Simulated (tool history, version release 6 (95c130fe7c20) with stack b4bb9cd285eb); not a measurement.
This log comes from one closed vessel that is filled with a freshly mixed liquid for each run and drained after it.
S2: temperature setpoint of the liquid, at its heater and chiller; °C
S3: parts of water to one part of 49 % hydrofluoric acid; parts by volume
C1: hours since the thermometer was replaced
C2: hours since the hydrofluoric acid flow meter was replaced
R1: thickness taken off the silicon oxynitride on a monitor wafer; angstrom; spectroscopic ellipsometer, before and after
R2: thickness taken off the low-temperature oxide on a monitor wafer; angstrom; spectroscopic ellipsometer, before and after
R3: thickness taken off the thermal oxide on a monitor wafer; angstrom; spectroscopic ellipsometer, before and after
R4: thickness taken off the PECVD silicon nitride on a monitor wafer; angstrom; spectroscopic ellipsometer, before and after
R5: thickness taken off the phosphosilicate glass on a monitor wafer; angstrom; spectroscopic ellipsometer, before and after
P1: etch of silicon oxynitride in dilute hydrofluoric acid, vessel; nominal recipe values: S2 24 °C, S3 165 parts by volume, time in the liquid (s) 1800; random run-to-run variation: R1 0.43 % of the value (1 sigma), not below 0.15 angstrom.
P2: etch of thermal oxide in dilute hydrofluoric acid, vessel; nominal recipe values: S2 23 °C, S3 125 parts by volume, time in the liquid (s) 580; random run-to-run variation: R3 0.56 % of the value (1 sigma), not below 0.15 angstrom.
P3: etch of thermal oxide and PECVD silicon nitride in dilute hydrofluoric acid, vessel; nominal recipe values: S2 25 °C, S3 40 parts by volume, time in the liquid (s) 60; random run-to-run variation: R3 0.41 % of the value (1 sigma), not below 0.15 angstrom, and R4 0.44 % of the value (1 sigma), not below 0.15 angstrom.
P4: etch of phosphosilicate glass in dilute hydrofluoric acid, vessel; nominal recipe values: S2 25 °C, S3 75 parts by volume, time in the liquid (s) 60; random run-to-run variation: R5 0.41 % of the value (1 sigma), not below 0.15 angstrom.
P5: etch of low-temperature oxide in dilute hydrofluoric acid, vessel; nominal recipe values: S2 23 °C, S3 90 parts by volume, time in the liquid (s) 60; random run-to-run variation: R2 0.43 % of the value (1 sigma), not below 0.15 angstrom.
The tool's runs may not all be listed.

Run 1, day 0.6: process that ran P1, S2 24 °C, S3 165 parts by volume, time in the liquid (s) 1800; C1 276.4; C2 301. Result: R1 202.76 angstrom.
Run 2, day 1.008: process that ran P1, S2 24 °C, S3 165 parts by volume, time in the liquid (s) 1800; C1 286.2; C2 310.8. Result: R1 202.86 angstrom.
Run 3, day 1.433: process that ran P5, S2 17 °C, S3 90 parts by volume, time in the liquid (s) 60; C1 296.4; C2 321. Result: R2 127.21 angstrom.
Run 4, day 1.85: process that ran P1, S2 24 °C, S3 165 parts by volume, time in the liquid (s) 1800; C1 306.4; C2 331. Result: R1 202.54 angstrom.
Run 5, day 2.383: process that ran P2, S2 23 °C, S3 40 parts by volume, time in the liquid (s) 580; C1 319.2; C2 343.8. Result: R3 689.73 angstrom.
Run 6, day 2.846: process that ran P3, S2 21 °C, S3 40 parts by volume, time in the liquid (s) 60; C1 330.3; C2 354.9. Result: R3 66.732 angstrom, R4 39.553 angstrom.
Run 7, day 3.504: process that ran P4, S2 25 °C, S3 75 parts by volume, time in the liquid (s) 60; C1 346.1; C2 370.7. Result: R5 938.1 angstrom.
Run 8, day 4.029: process that ran P3, S2 25 °C, S3 70 parts by volume, time in the liquid (s) 60; C1 358.7; C2 383.3. Result: R3 43.712 angstrom, R4 29.9 angstrom.
Run 9, day 4.483: process that ran P2, S2 23 °C, S3 125 parts by volume, time in the liquid (s) 145; C1 369.6; C2 394.2. Result: R3 50.737 angstrom.
Run 10, day 4.888: process that ran P5, S2 23 °C, S3 90 parts by volume, time in the liquid (s) 60; C1 379.3; C2 403.9. Result: R2 161.81 angstrom.
Run 11, day 5.488: process that ran P1, S2 29.5 °C, S3 165 parts by volume, time in the liquid (s) 1800; C1 393.7; C2 418.3. Result: R1 258.03 angstrom.
Run 12, day 6.162: process that ran P5, S2 23 °C, S3 125 parts by volume, time in the liquid (s) 60; C1 409.9; C2 434.5. Result: R2 112.55 angstrom.
Run 13, day 6.729: process that ran P4, S2 19 °C, S3 75 parts by volume, time in the liquid (s) 60; C1 423.5; C2 448.1. Result: R5 732.79 angstrom.
Run 14, day 7.304: process that ran P1, S2 24 °C, S3 165 parts by volume, time in the liquid (s) 2910; C1 437.3; C2 461.9. Result: R1 328.32 angstrom.
Run 15, day 7.654: process that ran P1, S2 24 °C, S3 235 parts by volume, time in the liquid (s) 2620; C1 445.7; C2 470.3. Result: R1 196.17 angstrom.
Run 16, day 8.421: process that ran P1, S2 24 °C, S3 165 parts by volume, time in the liquid (s) 1800; C1 464.1; C2 488.7. Result: R1 203.47 angstrom.
Run 17, day 9.154: process that ran P4, S2 25 °C, S3 20 parts by volume, time in the liquid (s) 60; C1 481.7; C2 506.3. Result: R5 3805.2 angstrom.
Run 18, day 9.875: process that ran P1, S2 24 °C, S3 165 parts by volume, time in the liquid (s) 1800; C1 499; C2 523.6. Result: R1 203.93 angstrom.
Run 19, day 10.375: process that ran P2, S2 23 °C, S3 125 parts by volume, time in the liquid (s) 580; C1 511; C2 535.6. Result: R3 198.27 angstrom.
Run 20, day 10.842: process that ran P5, S2 23 °C, S3 90 parts by volume, time in the liquid (s) 60; C1 522.2; C2 546.8. Result: R2 161.18 angstrom.
Run 21, day 11.183: process that ran P3, S2 25 °C, S3 40 parts by volume, time in the liquid (s) 60; C1 530.4; C2 555. Result: R3 79.489 angstrom, R4 51.399 angstrom.
Run 22, day 11.892: process that ran P2, S2 23 °C, S3 125 parts by volume, time in the liquid (s) 580; C1 547.4; C2 572. Result: R3 199.09 angstrom.
Run 23, day 12.383: process that ran P1, S2 24 °C, S3 165 parts by volume, time in the liquid (s) 260; C1 559.2; C2 583.8. Result: R1 29.016 angstrom.
Run 24, day 12.996: process that ran P4, S2 25 °C, S3 75 parts by volume, time in the liquid (s) 30; C1 573.9; C2 598.5. Result: R5 470.36 angstrom.
Run 25, day 13.646: process that ran P1, S2 24 °C, S3 255 parts by volume, time in the liquid (s) 1800; C1 589.5; C2 614.1. Result: R1 122.23 angstrom.
Run 26, day 14.412: process that ran P1, S2 24 °C, S3 165 parts by volume, time in the liquid (s) 1800; C1 607.9; C2 632.5. Result: R1 203.43 angstrom.
Run 27, day 14.896: process that ran P3, S2 25 °C, S3 40 parts by volume, time in the liquid (s) 60; C1 619.5; C2 644.1. Result: R3 79.863 angstrom, R4 51.432 angstrom.
Run 28, day 15.462: process that ran P5, S2 23 °C, S3 90 parts by volume, time in the liquid (s) 90; C1 633.1; C2 657.7. Result: R2 242.52 angstrom.
Run 29, day 16.229: process that ran P1, S2 24 °C, S3 50 parts by volume, time in the liquid (s) 1800; C1 651.5; C2 676.1. Result: R1 735.09 angstrom.
Run 30, day 16.658: process that ran P1, S2 17 °C, S3 165 parts by volume, time in the liquid (s) 1800; C1 661.8; C2 686.4. Result: R1 145.7 angstrom.
Run 31, day 17.246: process that ran P4, S2 25 °C, S3 75 parts by volume, time in the liquid (s) 60; C1 675.9; C2 700.5. Result: R5 938.77 angstrom.
Run 32, day 17.946: process that ran P2, S2 31.5 °C, S3 125 parts by volume, time in the liquid (s) 580; C1 692.7; C2 717.3. Result: R3 275.62 angstrom.
Run 33, day 18.55: process that ran P3, S2 25 °C, S3 40 parts by volume, time in the liquid (s) 115; C1 707.2; C2 731.8. Result: R3 152.19 angstrom, R4 99.013 angstrom.
Run 34, day 18.9: process that ran P1, S2 24 °C, S3 165 parts by volume, time in the liquid (s) 1800; C1 715.6; C2 740.2. Result: R1 202.97 angstrom.
Run 35, day 19.242: process that ran P1, S2 24 °C, S3 165 parts by volume, time in the liquid (s) 1800; C1 723.8; C2 748.4. Result: R1 208.31 angstrom.
Run 36, day 20.004: process that ran P1, S2 24 °C, S3 165 parts by volume, time in the liquid (s) 1800; C1 742.1; C2 766.7. Result: R1 213.97 angstrom.
Run 37, day 20.462: process that ran P1, S2 24 °C, S3 165 parts by volume, time in the liquid (s) 1800; C1 753.1; C2 777.7. Result: R1 214.51 angstrom.
Run 38, day 21.192: process that ran P1, S2 24 °C, S3 165 parts by volume, time in the liquid (s) 1800; C1 770.6; C2 795.2. Result: R1 217.26 angstrom.
Run 39, day 21.717: process that ran P1, S2 24 °C, S3 165 parts by volume, time in the liquid (s) 1800; C1 783.2; C2 807.8. Result: R1 216.33 angstrom.
Run 40, day 22.183: process that ran P1, S2 24 °C, S3 165 parts by volume, time in the liquid (s) 1800; C1 794.4; C2 819. Result: R1 216.83 angstrom.

What P1 gives has crept away from where it was. These 2 causes fit the log equally well, each at the size given:
A: liquid hotter than its thermometer reads (K) = 1.56
B: hydrofluoric acid flow above the setpoint (%) = 6.44
The drift started at roughly day 18.9.

Question marks stand in for the results of the 4 check runs listed below, each run on one wafer. Under which run would the listed causes show clearly different results?
Run check 1, day 22.65: process that ran P4, S2 25 °C, S3 75 parts by volume, time in the liquid (s) 60. Result: R5 ?.
Run check 2, day 22.65: process that ran P5, S2 23 °C, S3 90 parts by volume, time in the liquid (s) 60. Result: R2 ?.
Run check 3, day 22.65: process that ran P3, S2 25 °C, S3 40 parts by volume, time in the liquid (s) 60. Result: R3 ?, R4 ?.
Run check 4, day 22.65: process that ran P2, S2 23 °C, S3 125 parts by volume, time in the liquid (s) 580. Result: R3 ?.

How each check would come out, cause by cause:
  check  result    if A    if B
check 1      R5  1002.1  1008.5
check 2      R2  172.54  173.71
check 3      R3  84.787  84.948
check 3      R4  57.224  54.787
check 4      R3  212.51  214.72
Smallest distance between any two causes, each pair judged by its most separating result, in per cent: check 1 0.64 %; check 2 0.68 %; check 3 4.35 %; check 4 1.03 %
Check 3 distinguishes between the causes, while the remaining checks would return nearly the same result for all of them.

Check 3 has now been run. It gave: R3 85.655 angstrom; R4 54.877 angstrom. Which of the candidate causes is it?

Of the candidate causes, it is B: hydrofluoric acid flow above the setpoint (%).

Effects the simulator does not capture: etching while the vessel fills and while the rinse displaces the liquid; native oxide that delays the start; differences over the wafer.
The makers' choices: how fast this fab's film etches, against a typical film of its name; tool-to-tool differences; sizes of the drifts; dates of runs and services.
